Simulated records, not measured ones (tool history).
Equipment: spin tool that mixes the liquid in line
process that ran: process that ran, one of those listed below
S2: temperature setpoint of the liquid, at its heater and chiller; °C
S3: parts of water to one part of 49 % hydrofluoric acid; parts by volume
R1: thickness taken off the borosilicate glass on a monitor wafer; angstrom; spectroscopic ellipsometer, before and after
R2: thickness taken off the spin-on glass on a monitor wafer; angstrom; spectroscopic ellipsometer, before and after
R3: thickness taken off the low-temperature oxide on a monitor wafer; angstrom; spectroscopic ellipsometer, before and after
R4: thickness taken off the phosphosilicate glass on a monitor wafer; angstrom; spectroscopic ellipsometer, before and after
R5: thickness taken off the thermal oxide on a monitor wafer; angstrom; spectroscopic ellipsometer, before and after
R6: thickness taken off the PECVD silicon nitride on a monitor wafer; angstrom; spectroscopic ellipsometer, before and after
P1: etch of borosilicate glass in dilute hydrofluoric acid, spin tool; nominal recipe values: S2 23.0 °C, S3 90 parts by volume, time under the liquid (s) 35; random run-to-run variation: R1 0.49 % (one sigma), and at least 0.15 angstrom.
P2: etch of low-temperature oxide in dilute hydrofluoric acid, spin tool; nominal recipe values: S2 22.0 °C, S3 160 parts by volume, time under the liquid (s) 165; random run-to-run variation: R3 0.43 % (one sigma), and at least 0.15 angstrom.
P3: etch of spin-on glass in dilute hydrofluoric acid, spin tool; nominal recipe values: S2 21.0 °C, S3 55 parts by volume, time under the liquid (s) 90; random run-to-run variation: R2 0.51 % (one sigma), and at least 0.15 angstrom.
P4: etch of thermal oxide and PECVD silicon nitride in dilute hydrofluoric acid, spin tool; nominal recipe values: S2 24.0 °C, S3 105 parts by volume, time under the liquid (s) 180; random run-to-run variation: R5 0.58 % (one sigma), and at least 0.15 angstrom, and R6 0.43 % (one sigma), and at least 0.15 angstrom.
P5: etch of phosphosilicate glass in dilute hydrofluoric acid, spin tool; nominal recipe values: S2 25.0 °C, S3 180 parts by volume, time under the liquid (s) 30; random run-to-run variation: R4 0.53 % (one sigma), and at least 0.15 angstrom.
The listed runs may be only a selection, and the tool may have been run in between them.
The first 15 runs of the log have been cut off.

{"run": 16, "day": 5.775, "process that ran": "P1", "S2": 23.0, "S3": 45, "time under the liquid (s)": 35, "R1": 142.64}
{"run": 17, "day": 6.071, "process that ran": "P3", "S2": 21.0, "S3": 95, "time under the liquid (s)": 90, "R2": 299.95}
{"run": 18, "day": 6.375, "process that ran": "P1", "S2": 23.0, "S3": 90, "time under the liquid (s)": 15, "R1": 28.874}
{"run": 19, "day": 6.783, "process that ran": "P2", "S2": 22.0, "S3": 160, "time under the liquid (s)": 15, "R3": 29.273}
{"run": 20, "day": 7.075, "process that ran": "P1", "S2": 19.5, "S3": 20, "time under the liquid (s)": 35, "R1": 285.51}
{"run": 21, "day": 7.575, "process that ran": "P2", "S2": 22.0, "S3": 25, "time under the liquid (s)": 165, "R3": 2385.6}
{"run": 22, "day": 8.004, "process that ran": "P2", "S2": 22.0, "S3": 160, "time under the liquid (s)": 165, "R3": 318.39}
{"run": 23, "day": 8.421, "process that ran": "P4", "S2": 24.0, "S3": 105, "time under the liquid (s)": 275, "R5": 121.23, "R6": 145.18}
{"run": 24, "day": 8.721, "process that ran": "P1", "S2": 23.0, "S3": 90, "time under the liquid (s)": 65, "R1": 124.69}
{"run": 25, "day": 9.212, "process that ran": "P3", "S2": 17.0, "S3": 55, "time under the liquid (s)": 90, "R2": 457.03}
{"run": 26, "day": 9.712, "process that ran": "P1", "S2": 23.0, "S3": 90, "time under the liquid (s)": 35, "R1": 67.624}
{"run": 27, "day": 9.975, "process that ran": "P4", "S2": 32.5, "S3": 105, "time under the liquid (s)": 180, "R5": 110.18, "R6": 164.64}
{"run": 28, "day": 10.471, "process that ran": "P2", "S2": 22.0, "S3": 160, "time under the liquid (s)": 165, "R3": 320.26}
{"run": 29, "day": 10.896, "process that ran": "P1", "S2": 23.0, "S3": 90, "time under the liquid (s)": 35, "R1": 66.694}

Run 30 comes next. What will it give?
{"run": 30, "day": 11.138, "process that ran": "P1", "S2": 23.0, "S3": 90, "time under the liquid (s)": 35, "R1": "?"}

{"run 30": {"R1": 66.261}}
